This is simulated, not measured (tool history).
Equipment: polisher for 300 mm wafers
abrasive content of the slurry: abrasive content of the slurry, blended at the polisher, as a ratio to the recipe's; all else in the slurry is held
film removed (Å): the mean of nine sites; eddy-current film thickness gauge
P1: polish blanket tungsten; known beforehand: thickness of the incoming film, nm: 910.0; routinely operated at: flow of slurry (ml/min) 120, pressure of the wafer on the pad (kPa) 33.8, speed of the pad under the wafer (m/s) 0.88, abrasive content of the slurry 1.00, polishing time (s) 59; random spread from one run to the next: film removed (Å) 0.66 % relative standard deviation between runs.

run,hour,flow of slurry (ml/min),pressure of the wafer on the pad (kPa),speed of the pad under the wafer (m/s),abrasive content of the slurry,polishing time (s),wafers polished on this pad,hours since the slurry nozzle was cleaned,hours since the head pressure was calibrated,hours since the slurry blender was calibrated,hours since the slurry got fresh peroxide,film removed (Å)
1,4.5,120,33.8,0.88,1.00,59,458,190.2,746.5,107.4,107.4,3807.8
2,10.4,120,33.8,0.88,1.00,59,526,196.1,752.4,113.3,113.3,3810.5
3,17.9,120,33.8,0.88,1.45,59,612,203.6,759.9,120.8,120.8,4175.0
4,22.0,120,33.8,0.88,1.00,59,659,207.7,764.0,124.9,124.9,3811.3
5,29.2,175,33.8,0.88,1.00,59,742,214.9,771.2,132.1,132.1,4035.7
6,35.3,120,20.0,0.88,1.00,59,812,221.0,777.3,138.2,138.2,2242.4
# hour 35.6: worn pad replaced by a new one
7,42.1,120,33.8,0.88,1.00,75,75,227.8,784.1,145.0,145.0,4813.4
8,46.0,120,33.8,0.60,1.00,59,119,231.7,788.0,148.9,148.9,2565.8
9,52.9,75,33.8,0.88,1.00,59,199,238.6,794.9,155.8,155.8,3320.6
10,60.0,120,33.8,1.24,1.00,59,281,245.7,802.0,162.9,162.9,5317.9
11,67.5,120,33.8,0.88,1.00,59,367,253.2,809.5,170.4,170.4,3817.3
# hour 69.4: slurry nozzle cleaned
12,72.5,120,33.8,0.88,0.55,59,424,3.2,814.5,175.4,175.4,3265.5
13,77.9,120,49.0,0.88,1.00,59,487,8.6,819.9,180.8,180.8,5497.5
14,85.2,160,33.8,0.88,1.00,77,571,15.9,827.2,188.1,188.1,5194.9
# hour 90.5: head pressure recalibrated
15,92.6,120,33.8,0.88,1.00,59,656,23.3,2.1,195.5,195.5,3753.7
16,96.0,120,33.8,0.88,1.00,42,695,26.7,5.5,198.9,198.9,2680.9
17,101.5,120,33.8,0.88,1.00,59,758,32.2,11.0,204.4,204.4,3809.5
18,105.0,120,33.8,0.88,1.00,59,798,35.7,14.5,207.9,207.9,3692.9

Run 19 has not been measured yet. What should we expect?
19,112.1,120,33.8,0.88,1.00,59,880,42.8,21.6,215.0,215.0,?

film removed (Å): 3586.8
